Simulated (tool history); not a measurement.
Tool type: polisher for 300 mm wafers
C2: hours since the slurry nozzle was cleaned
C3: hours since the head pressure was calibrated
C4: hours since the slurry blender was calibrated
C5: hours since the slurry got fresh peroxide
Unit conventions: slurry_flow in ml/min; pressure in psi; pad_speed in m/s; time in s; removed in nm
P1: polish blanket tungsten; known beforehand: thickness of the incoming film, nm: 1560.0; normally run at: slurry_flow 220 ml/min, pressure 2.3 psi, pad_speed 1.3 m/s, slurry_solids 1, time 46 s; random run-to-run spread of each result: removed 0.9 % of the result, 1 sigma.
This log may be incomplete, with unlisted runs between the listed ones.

Run 1, day 0.546: slurry_flow 220 ml/min, pressure 2.3 psi, pad_speed 1.3 m/s, slurry_solids 1, time 46 s; wafers polished on this pad 746; C2 213.3; C3 165.3; C4 79.2; C5 127.7. Result: removed 173.99 nm.
Run 2, day 1.108: slurry_flow 220 ml/min, pressure 2.3 psi, pad_speed 1.3 m/s, slurry_solids 1, time 46 s; wafers polished on this pad 939; C2 226.8; C3 178.8; C4 92.7; C5 141.2. Result: removed 176.07 nm.
Run 3, day 1.679: slurry_flow 220 ml/min, pressure 1 psi, pad_speed 1.3 m/s, slurry_solids 1, time 46 s; wafers polished on this pad 1135; C2 240.5; C3 192.5; C4 106.4; C5 154.9. Result: removed 75.701 nm.
Run 4, day 2.404: slurry_flow 220 ml/min, pressure 2.3 psi, pad_speed 1.3 m/s, slurry_solids 1, time 69 s; wafers polished on this pad 1385; C2 257.9; C3 209.9; C4 123.8; C5 172.3. Result: removed 263.17 nm.
Run 5, day 3.075: slurry_flow 220 ml/min, pressure 2.3 psi, pad_speed 1.3 m/s, slurry_solids 1, time 46 s; wafers polished on this pad 1616; C2 274; C3 226; C4 139.9; C5 188.4. Result: removed 172.34 nm.
Run 6, day 3.596: slurry_flow 220 ml/min, pressure 2.3 psi, pad_speed 1.3 m/s, slurry_solids 1, time 46 s; wafers polished on this pad 1795; C2 286.5; C3 238.5; C4 152.4; C5 200.9. Result: removed 178.31 nm.
Run 7, day 4.292: slurry_flow 280 ml/min, pressure 2.3 psi, pad_speed 1.3 m/s, slurry_solids 1, time 46 s; wafers polished on this pad 2034; C2 303.2; C3 255.2; C4 169.1; C5 217.6. Result: removed 178.75 nm.
Run 8, day 5.042: slurry_flow 220 ml/min, pressure 2.3 psi, pad_speed 1.3 m/s, slurry_solids 1, time 46 s; wafers polished on this pad 2292; C2 321.2; C3 273.2; C4 187.1; C5 235.6. Result: removed 173.71 nm.
Run 9, day 5.608: slurry_flow 220 ml/min, pressure 2.3 psi, pad_speed 0.58 m/s, slurry_solids 1, time 46 s; wafers polished on this pad 2487; C2 334.8; C3 286.8; C4 200.7; C5 249.2. Result: removed 78.748 nm.
Run 10, day 6.142: slurry_flow 220 ml/min, pressure 1.6 psi, pad_speed 0.72 m/s, slurry_solids 1, time 46 s; wafers polished on this pad 2670; C2 347.6; C3 299.6; C4 213.5; C5 262. Result: removed 67.416 nm.
Run 11, day 6.533: slurry_flow 220 ml/min, pressure 2.3 psi, pad_speed 1.3 m/s, slurry_solids 1.45, time 60 s; wafers polished on this pad 2805; C2 357; C3 309; C4 222.9; C5 271.4. Result: removed 249.18 nm.
Run 12, day 7.204: slurry_flow 220 ml/min, pressure 2.3 psi, pad_speed 1.8 m/s, slurry_solids 1, time 46 s; wafers polished on this pad 3036; C2 373.1; C3 325.1; C4 239; C5 287.5. Result: removed 242.55 nm.
Run 13, day 7.954: slurry_flow 220 ml/min, pressure 2.3 psi, pad_speed 1.3 m/s, slurry_solids 1, time 46 s; wafers polished on this pad 3294; C2 391.1; C3 343.1; C4 257; C5 305.5. Result: removed 175.93 nm.
Run 14, day 8.525: slurry_flow 220 ml/min, pressure 2.3 psi, pad_speed 1.3 m/s, slurry_solids 1.45, time 46 s; wafers polished on this pad 3490; C2 404.8; C3 356.8; C4 270.7; C5 319.2. Result: removed 192.02 nm.
Run 15, day 9.004: slurry_flow 220 ml/min, pressure 2.3 psi, pad_speed 1.3 m/s, slurry_solids 1, time 28 s; wafers polished on this pad 3655; C2 416.3; C3 368.3; C4 282.2; C5 330.7. Result: removed 106.91 nm.
Run 16, day 9.362: slurry_flow 220 ml/min, pressure 3.5 psi, pad_speed 1.3 m/s, slurry_solids 1, time 46 s; wafers polished on this pad 3778; C2 424.9; C3 376.9; C4 290.8; C5 339.3. Result: removed 266.87 nm.
Run 17, day 9.704: slurry_flow 220 ml/min, pressure 2.3 psi, pad_speed 1.3 m/s, slurry_solids 0.6, time 46 s; wafers polished on this pad 3895; C2 433.1; C3 385.1; C4 299; C5 347.5. Result: removed 155.45 nm.
Run 18, day 10.246: slurry_flow 220 ml/min, pressure 2.3 psi, pad_speed 1.98 m/s, slurry_solids 0.65, time 46 s; wafers polished on this pad 4082; C2 446.1; C3 398.1; C4 312; C5 360.5. Result: removed 240.7 nm.
Run 19, day 10.896: slurry_flow 130 ml/min, pressure 2.3 psi, pad_speed 1.3 m/s, slurry_solids 1, time 46 s; wafers polished on this pad 4305; C2 461.7; C3 413.7; C4 327.6; C5 376.1. Result: removed 163.8 nm.
Run 20, day 11.412: slurry_flow 220 ml/min, pressure 2.3 psi, pad_speed 1.3 m/s, slurry_solids 1, time 46 s; wafers polished on this pad 4483; C2 474.1; C3 426.1; C4 340; C5 388.5. Result: removed 178.04 nm.
Run 21, day 11.942: slurry_flow 220 ml/min, pressure 2.3 psi, pad_speed 1.3 m/s, slurry_solids 1, time 46 s; wafers polished on this pad 4665; C2 486.8; C3 438.8; C4 352.7; C5 401.2. Result: removed 172.46 nm.
Run 22, day 12.325: slurry_flow 220 ml/min, pressure 2.3 psi, pad_speed 1.3 m/s, slurry_solids 1, time 46 s; wafers polished on this pad 4797; C2 496; C3 448; C4 361.9; C5 410.4. Result: removed 170.12 nm.
Run 23, day 12.654: slurry_flow 220 ml/min, pressure 2.3 psi, pad_speed 1.3 m/s, slurry_solids 1, time 46 s; wafers polished on this pad 4910; C2 503.9; C3 455.9; C4 369.8; C5 418.3. Result: removed 169.75 nm.
At day 13.233: slurry tank refilled with fresh slurry and peroxide.
At day 13.242: head pressure recalibrated.
Run 24, day 13.288: slurry_flow 220 ml/min, pressure 2.3 psi, pad_speed 1.3 m/s, slurry_solids 1, time 46 s; wafers polished on this pad 5128; C2 519.1; C3 1.2; C4 385; C5 1.4. Result: removed 164.39 nm.
At day 13.354: worn pad replaced by a new one.
Run 25, day 13.742: slurry_flow 220 ml/min, pressure 2.3 psi, pad_speed 1.3 m/s, slurry_solids 1, time 46 s; wafers polished on this pad 134; C2 530; C3 12.1; C4 395.9; C5 12.3. Result: removed 165.3 nm.
Run 26, day 14.221: slurry_flow 220 ml/min, pressure 2.3 psi, pad_speed 1.3 m/s, slurry_solids 1, time 46 s; wafers polished on this pad 299; C2 541.5; C3 23.6; C4 407.4; C5 23.8. Result: removed 165.26 nm.
Run 27, day 14.733: slurry_flow 220 ml/min, pressure 2.3 psi, pad_speed 1.3 m/s, slurry_solids 1, time 46 s; wafers polished on this pad 475; C2 553.8; C3 35.9; C4 419.7; C5 36.1. Result: removed 164.87 nm.
Run 28, day 15.146: slurry_flow 220 ml/min, pressure 2.3 psi, pad_speed 1.3 m/s, slurry_solids 1, time 46 s; wafers polished on this pad 617; C2 563.7; C3 45.8; C4 429.6; C5 46. Result: removed 165.61 nm.

What P1 gives has crept off from where it sat before. The 2 causes that follow fit the log equally well, each at the size noted:
A: slurry flow missing at the pad, % = 37.7
B: abrasive missing from the slurry, % = 26.6
The drift started at roughly day 11.412.
Ruled out, with reasons:
removal rate lost through wear of the pad, %: serviced at day 13.354, after the change had begun; the process did not return to its earlier output
head's pressure below its setpoint, %: serviced at day 13.242, after the change had begun; the process did not return to its earlier output
peroxide lost from the slurry, %: serviced at day 13.233, after the change had begun; the process did not return to its earlier output

Consider the 4 check runs below, whose results appear as question marks and each of which averages 3 wafers. Which one distinguishes the causes, in that each cause would give it a clearly different result?
Run check 1, day 15.558: slurry_flow 130 ml/min, pressure 2.3 psi, pad_speed 1.3 m/s, slurry_solids 1.35, time 46 s. Result: removed ?.
Run check 2, day 15.558: slurry_flow 220 ml/min, pressure 1.6 psi, pad_speed 0.58 m/s, slurry_solids 1, time 46 s. Result: removed ?.
Run check 3, day 15.558: slurry_flow 220 ml/min, pressure 2.3 psi, pad_speed 1.3 m/s, slurry_solids 1, time 68 s. Result: removed ?.
Run check 4, day 15.558: slurry_flow 220 ml/min, pressure 2.3 psi, pad_speed 1.6 m/s, slurry_solids 1, time 46 s. Result: removed ?.

Predicted outcomes, by check and by cause:
  check   result    if A    if B
check 1  removed  155.03  161.67
check 2  removed    50.8  50.801
check 3  removed  241.96  241.96
check 4  removed  201.45  201.45
How far apart the two closest causes lie, in the result that separates them most: check 1 4.19 %; check 2 0 %; check 3 0 %; check 4 0 %
Only in check 1 would the causes give clearly different results; in the remaining checks their results would be nearly the same.

Here is what check 1 returned: removed 163.35 nm. Which cause is it?

It was cause B: abrasive missing from the slurry, %.
